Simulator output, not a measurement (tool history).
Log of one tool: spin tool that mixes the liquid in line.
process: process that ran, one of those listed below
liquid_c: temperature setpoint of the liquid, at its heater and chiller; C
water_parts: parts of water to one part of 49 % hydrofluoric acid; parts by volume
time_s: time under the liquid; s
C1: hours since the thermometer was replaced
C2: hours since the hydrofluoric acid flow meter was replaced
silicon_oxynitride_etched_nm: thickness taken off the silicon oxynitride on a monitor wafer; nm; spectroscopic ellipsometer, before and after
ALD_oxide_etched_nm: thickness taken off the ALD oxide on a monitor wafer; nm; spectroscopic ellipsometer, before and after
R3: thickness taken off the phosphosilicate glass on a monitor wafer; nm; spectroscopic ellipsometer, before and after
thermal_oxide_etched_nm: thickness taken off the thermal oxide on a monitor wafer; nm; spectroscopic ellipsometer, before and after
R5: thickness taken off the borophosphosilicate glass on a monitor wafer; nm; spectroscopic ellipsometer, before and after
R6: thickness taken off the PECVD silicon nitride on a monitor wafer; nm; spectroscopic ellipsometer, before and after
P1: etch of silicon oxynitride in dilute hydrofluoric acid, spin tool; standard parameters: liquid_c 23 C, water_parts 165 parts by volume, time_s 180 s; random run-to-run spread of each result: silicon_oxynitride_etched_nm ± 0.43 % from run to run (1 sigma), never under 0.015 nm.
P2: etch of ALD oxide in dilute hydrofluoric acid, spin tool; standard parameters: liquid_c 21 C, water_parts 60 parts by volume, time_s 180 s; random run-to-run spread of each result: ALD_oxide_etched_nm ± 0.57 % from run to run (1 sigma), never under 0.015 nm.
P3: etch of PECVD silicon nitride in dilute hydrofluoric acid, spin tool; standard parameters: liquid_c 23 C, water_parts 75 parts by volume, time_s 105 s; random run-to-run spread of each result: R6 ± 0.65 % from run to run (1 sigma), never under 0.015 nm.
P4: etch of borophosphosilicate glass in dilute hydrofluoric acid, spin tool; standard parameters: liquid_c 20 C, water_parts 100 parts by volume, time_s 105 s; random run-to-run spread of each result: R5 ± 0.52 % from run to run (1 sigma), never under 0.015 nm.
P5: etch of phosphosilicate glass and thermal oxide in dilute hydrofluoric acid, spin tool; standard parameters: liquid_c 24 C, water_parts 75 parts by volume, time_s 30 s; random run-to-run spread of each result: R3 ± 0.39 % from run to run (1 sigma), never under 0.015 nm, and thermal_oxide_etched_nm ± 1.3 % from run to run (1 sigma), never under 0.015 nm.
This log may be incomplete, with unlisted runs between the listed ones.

Run 1, hour 12.1: process P1, liquid_c 23 C, water_parts 165 parts by volume, time_s 180 s; C1 1184.9; C2 720.5. Result: silicon_oxynitride_etched_nm 4.6158 nm.
Run 2, hour 21.5: process P2, liquid_c 17 C, water_parts 60 parts by volume, time_s 180 s; C1 1194.3; C2 729.9. Result: ALD_oxide_etched_nm 38.278 nm.
Run 3, hour 34.5: process P5, liquid_c 30 C, water_parts 75 parts by volume, time_s 30 s; C1 1207.3; C2 742.9. Result: R3 106.48 nm, thermal_oxide_etched_nm 2.4638 nm.
Run 4, hour 47.3: process P1, liquid_c 31 C, water_parts 165 parts by volume, time_s 180 s; C1 1220.1; C2 755.7. Result: silicon_oxynitride_etched_nm 6.5737 nm.
Run 5, hour 59.7: process P1, liquid_c 23 C, water_parts 240 parts by volume, time_s 180 s; C1 1232.5; C2 768.1. Result: silicon_oxynitride_etched_nm 3.0013 nm.
Run 6, hour 69: process P4, liquid_c 20 C, water_parts 100 parts by volume, time_s 105 s; C1 1241.8; C2 777.4. Result: R5 34.853 nm.
Run 7, hour 79.2: process P3, liquid_c 23 C, water_parts 20 parts by volume, time_s 105 s; C1 1252; C2 787.6. Result: R6 16.207 nm.
Run 8, hour 88.2: process P4, liquid_c 20 C, water_parts 100 parts by volume, time_s 40 s; C1 1261; C2 796.6. Result: R5 13.144 nm.
Run 9, hour 101.6: process P4, liquid_c 17 C, water_parts 100 parts by volume, time_s 105 s; C1 1274.4; C2 810. Result: R5 30.68 nm.
Run 10, hour 112.7: process P1, liquid_c 23 C, water_parts 165 parts by volume, time_s 180 s; C1 1285.5; C2 821.1. Result: silicon_oxynitride_etched_nm 4.5629 nm.
Run 11, hour 124.8: process P1, liquid_c 23 C, water_parts 285 parts by volume, time_s 265 s; C1 1297.6; C2 833.2. Result: silicon_oxynitride_etched_nm 3.6476 nm.
Run 12, hour 136: process P2, liquid_c 21 C, water_parts 60 parts by volume, time_s 180 s; C1 1308.8; C2 844.4. Result: ALD_oxide_etched_nm 45.336 nm.
Run 13, hour 143.2: process P5, liquid_c 24 C, water_parts 75 parts by volume, time_s 30 s; C1 1316; C2 851.6. Result: R3 83.236 nm, thermal_oxide_etched_nm 1.9333 nm.
Run 14, hour 150.5: process P1, liquid_c 23 C, water_parts 165 parts by volume, time_s 15 s; C1 1323.3; C2 858.9. Result: silicon_oxynitride_etched_nm 0.36316 nm.
Run 15, hour 157: process P2, liquid_c 21 C, water_parts 100 parts by volume, time_s 180 s; C1 1329.8; C2 865.4. Result: ALD_oxide_etched_nm 26.091 nm.
Run 16, hour 167: process P3, liquid_c 23 C, water_parts 75 parts by volume, time_s 210 s; C1 1339.8; C2 875.4. Result: R6 8.9251 nm.
Run 17, hour 176.6: process P5, liquid_c 24 C, water_parts 75 parts by volume, time_s 30 s; C1 1349.4; C2 885. Result: R3 83.053 nm, thermal_oxide_etched_nm 1.9551 nm.
Run 18, hour 183.3: process P1, liquid_c 23 C, water_parts 95 parts by volume, time_s 180 s; C1 1356.1; C2 891.7. Result: silicon_oxynitride_etched_nm 8.4755 nm.
Run 19, hour 191.6: process P5, liquid_c 24 C, water_parts 125 parts by volume, time_s 30 s; C1 1364.4; C2 900. Result: R3 46.922 nm, thermal_oxide_etched_nm 1.0655 nm.
Run 20, hour 204.6: process P4, liquid_c 20 C, water_parts 100 parts by volume, time_s 105 s; C1 1377.4; C2 913. Result: R5 34.524 nm.
Run 21, hour 211.7: process P3, liquid_c 23 C, water_parts 75 parts by volume, time_s 105 s; C1 1384.5; C2 920.1. Result: R6 4.5076 nm.
Run 22, hour 223: process P3, liquid_c 17 C, water_parts 75 parts by volume, time_s 105 s; C1 1395.8; C2 931.4. Result: R6 2.9701 nm.
Run 23, hour 232.3: process P3, liquid_c 23 C, water_parts 75 parts by volume, time_s 105 s; C1 1405.1; C2 940.7. Result: R6 4.4649 nm.
Run 24, hour 238.8: process P1, liquid_c 18 C, water_parts 165 parts by volume, time_s 180 s; C1 1411.6; C2 947.2. Result: silicon_oxynitride_etched_nm 3.6597 nm.
Run 25, hour 248: process P5, liquid_c 24 C, water_parts 75 parts by volume, time_s 50 s; C1 1420.8; C2 956.4. Result: R3 140.13 nm, thermal_oxide_etched_nm 3.2315 nm.
Run 26, hour 260.1: process P1, liquid_c 23 C, water_parts 165 parts by volume, time_s 180 s; C1 1432.9; C2 968.5. Result: silicon_oxynitride_etched_nm 4.605 nm.
Run 27, hour 266.7: process P1, liquid_c 23 C, water_parts 165 parts by volume, time_s 180 s; C1 1439.5; C2 975.1. Result: silicon_oxynitride_etched_nm 4.6233 nm.
Run 28, hour 277.3: process P4, liquid_c 20 C, water_parts 165 parts by volume, time_s 105 s; C1 1450.1; C2 985.7. Result: R5 19.427 nm.
Run 29, hour 284.7: process P1, liquid_c 23 C, water_parts 165 parts by volume, time_s 180 s; C1 1457.5; C2 993.1. Result: silicon_oxynitride_etched_nm 4.6421 nm.
Run 30, hour 291.9: process P1, liquid_c 23 C, water_parts 165 parts by volume, time_s 290 s; C1 1464.7; C2 1000.3. Result: silicon_oxynitride_etched_nm 7.4276 nm.
Run 31, hour 302.1: process P1, liquid_c 23 C, water_parts 75 parts by volume, time_s 305 s; C1 1474.9; C2 1010.5. Result: silicon_oxynitride_etched_nm 18.339 nm.
Run 32, hour 314.3: process P1, liquid_c 23 C, water_parts 165 parts by volume, time_s 180 s; C1 1487.1; C2 1022.7. Result: silicon_oxynitride_etched_nm 4.6055 nm.
Run 33, hour 326.3: process P2, liquid_c 21 C, water_parts 60 parts by volume, time_s 55 s; C1 1499.1; C2 1034.7. Result: ALD_oxide_etched_nm 13.887 nm.

Forecast run 34:
Run 34, hour 337.4: process P1, liquid_c 23 C, water_parts 165 parts by volume, time_s 180 s; C1 1510.2; C2 1045.8. Result: silicon_oxynitride_etched_nm ?.

Run 34 came out at silicon_oxynitride_etched_nm 4.6219 nm.
